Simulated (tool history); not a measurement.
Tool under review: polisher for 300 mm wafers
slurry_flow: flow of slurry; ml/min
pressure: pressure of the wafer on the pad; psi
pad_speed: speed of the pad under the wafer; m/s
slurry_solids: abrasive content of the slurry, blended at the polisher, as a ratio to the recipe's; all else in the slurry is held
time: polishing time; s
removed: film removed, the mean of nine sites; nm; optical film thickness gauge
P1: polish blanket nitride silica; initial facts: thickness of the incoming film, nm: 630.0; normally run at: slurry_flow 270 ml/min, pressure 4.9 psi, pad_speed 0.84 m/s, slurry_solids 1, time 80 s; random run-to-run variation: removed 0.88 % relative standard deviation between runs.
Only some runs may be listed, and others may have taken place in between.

| run | day | slurry_flow | pressure | pad_speed | slurry_solids | time | wafers polished on this pad | hours since the slurry nozzle was cleaned | hours since the head pressure was calibrated | hours since the slurry blender was calibrated | hours since the conditioning disc was replaced | removed |
|---|---|---|---|---|---|---|---|---|---|---|---|---|
| 1 | 0.367 | 270 | 4.9 | 0.84 | 1 | 80 | 241 | 314.2 | 495.5 | 75 | 101.8 | 68.764 |
| 2 | 0.767 | 270 | 4.9 | 0.84 | 1 | 80 | 369 | 323.8 | 505.1 | 84.6 | 111.4 | 69.31 |
|  | 0.821 | slurry nozzle cleaned |
| 3 | 1.138 | 270 | 4.9 | 0.4 | 1 | 80 | 487 | 7.7 | 514 | 93.5 | 120.3 | 38.468 |
| 4 | 1.371 | 270 | 4.9 | 0.84 | 0.5 | 80 | 562 | 13.3 | 519.6 | 99.1 | 125.9 | 47.228 |
| 5 | 1.758 | 160 | 4.9 | 0.84 | 1 | 80 | 686 | 22.6 | 528.9 | 108.4 | 135.2 | 64.306 |
| 6 | 2.1 | 270 | 4.9 | 0.84 | 1 | 80 | 795 | 30.8 | 537.1 | 116.6 | 143.4 | 68.782 |
| 7 | 2.317 | 270 | 4.9 | 0.84 | 1 | 80 | 864 | 36 | 542.3 | 121.8 | 148.6 | 68.781 |
|  | 2.546 | slurry blender recalibrated |
| 8 | 2.8 | 270 | 4.9 | 0.84 | 1.4 | 80 | 1019 | 47.6 | 553.9 | 6.1 | 160.2 | 80.21 |
| 9 | 3.271 | 270 | 4.9 | 1.16 | 1 | 45 | 1169 | 58.9 | 565.2 | 17.4 | 171.5 | 50.36 |
| 10 | 3.488 | 270 | 4.9 | 0.84 | 1 | 126 | 1239 | 64.1 | 570.4 | 22.6 | 176.7 | 109.91 |
| 11 | 3.792 | 270 | 6.9 | 0.84 | 1 | 80 | 1336 | 71.4 | 577.7 | 29.9 | 184 | 97.925 |
| 12 | 4.233 | 270 | 4.9 | 1.32 | 1.2 | 80 | 1477 | 82 | 588.3 | 40.5 | 194.6 | 106.16 |
| 13 | 4.525 | 270 | 2.6 | 0.84 | 0.7 | 80 | 1571 | 89 | 595.3 | 47.5 | 201.6 | 30.306 |
| 14 | 4.846 | 270 | 4.9 | 0.84 | 1 | 36 | 1673 | 96.7 | 603 | 55.2 | 209.3 | 30.643 |
| 15 | 5.058 | 270 | 4.9 | 1.34 | 1 | 80 | 1741 | 101.8 | 608.1 | 60.3 | 214.4 | 100.25 |
| 16 | 5.371 | 270 | 2.2 | 0.84 | 1 | 80 | 1841 | 109.3 | 615.6 | 67.8 | 221.9 | 31.426 |
| 17 | 5.8 | 420 | 4.9 | 0.84 | 1 | 80 | 1978 | 119.6 | 625.9 | 78.1 | 232.2 | 70.601 |
| 18 | 6.029 | 270 | 4.9 | 0.84 | 1 | 80 | 2052 | 125.1 | 631.4 | 83.6 | 237.7 | 69.552 |
| 19 | 6.392 | 270 | 4.9 | 0.84 | 1 | 80 | 2168 | 133.8 | 640.1 | 92.3 | 246.4 | 66.431 |
| 20 | 6.867 | 270 | 4.9 | 0.84 | 1 | 80 | 2319 | 145.2 | 651.5 | 103.7 | 257.8 | 63.473 |
| 21 | 7.208 | 270 | 4.9 | 0.84 | 1 | 80 | 2429 | 153.4 | 659.7 | 111.9 | 266 | 63.122 |
| 22 | 7.458 | 270 | 4.9 | 0.84 | 1 | 80 | 2509 | 159.4 | 665.7 | 117.9 | 272 | 61.927 |
| 23 | 7.671 | 270 | 4.9 | 0.84 | 1 | 80 | 2577 | 164.5 | 670.8 | 123 | 277.1 | 62.234 |
| 24 | 7.908 | 270 | 4.9 | 0.84 | 1 | 80 | 2653 | 170.2 | 676.5 | 128.7 | 282.8 | 61.87 |
|  | 8.15 | conditioning disc replaced and pad reconditioned |
| 25 | 8.2 | 270 | 4.9 | 0.84 | 1 | 80 | 2746 | 177.2 | 683.5 | 135.7 | 1.3 | 61.346 |
|  | 8.312 | head pressure recalibrated |
| 26 | 8.621 | 270 | 4.9 | 0.84 | 1 | 80 | 2880 | 187.3 | 7.5 | 145.8 | 11.4 | 60.61 |
| 27 | 9.1 | 270 | 4.9 | 0.84 | 1 | 80 | 3034 | 198.8 | 19 | 157.3 | 22.9 | 60.656 |
| 28 | 9.567 | 270 | 4.9 | 0.84 | 1 | 80 | 3183 | 210 | 30.2 | 168.5 | 34.1 | 59.891 |
| 29 | 9.888 | 270 | 4.9 | 0.84 | 1 | 80 | 3286 | 217.7 | 37.9 | 176.2 | 41.8 | 60.316 |

Something has made what P1 gives creep away from where it was; the 2 causes below, each at its own stated size, fit the log equally well:
A: removal rate lost through wear of the pad, % = 12.5
B: abrasive missing from the slurry, % = 23.9
The drift started at roughly day 6.029.
Excluded causes, each with its reason:
slurry flow missing at the pad, %: can reach only 40, and even then removed would move by -6.3 %, too little or the wrong way
head's pressure below its setpoint, %: serviced at day 8.312, after the change had begun; the process did not return to its earlier output
time polished since the conditioner stopped cutting, s: serviced at day 8.15, after the change had begun; the process did not return to its earlier output

You are offered 4 check runs, listed below with question marks in place of their results; each one averages 5 wafers. Which run separates the listed causes by giving clearly different results for each?
| check 1 | 10.208 | 375 | 4.9 | 0.42 | 1 | 80 |  |  |  |  |  | ? |
| check 2 | 10.208 | 270 | 2.2 | 0.44 | 1 | 80 |  |  |  |  |  | ? |
| check 3 | 10.208 | 270 | 4.9 | 0.84 | 0.6 | 80 |  |  |  |  |  | ? |
| check 4 | 10.208 | 205 | 2.8 | 0.84 | 1 | 80 |  |  |  |  |  | ? |

Predicted outcomes, by check and by cause:
| check | result | if A | if B |
|---|---|---|---|
| check 1 | removed | 35.692 | 35.696 |
| check 2 | removed | 16.177 | 16.178 |
| check 3 | removed | 46.384 | 44.825 |
| check 4 | removed | 33.479 | 33.482 |
Separation of the two closest causes in each check, using whichever result separates them best: check 1 0.01 %; check 2 0.01 %; check 3 3.42 %; check 4 0.01 %
The causes can be told apart only by check 3. The other checks would give nearly the same results under each of them.

After running check 3, the following was obtained: removed 46.384 nm. Which cause does this point to?

The correct cause is A, namely: removal rate lost through wear of the pad, %.
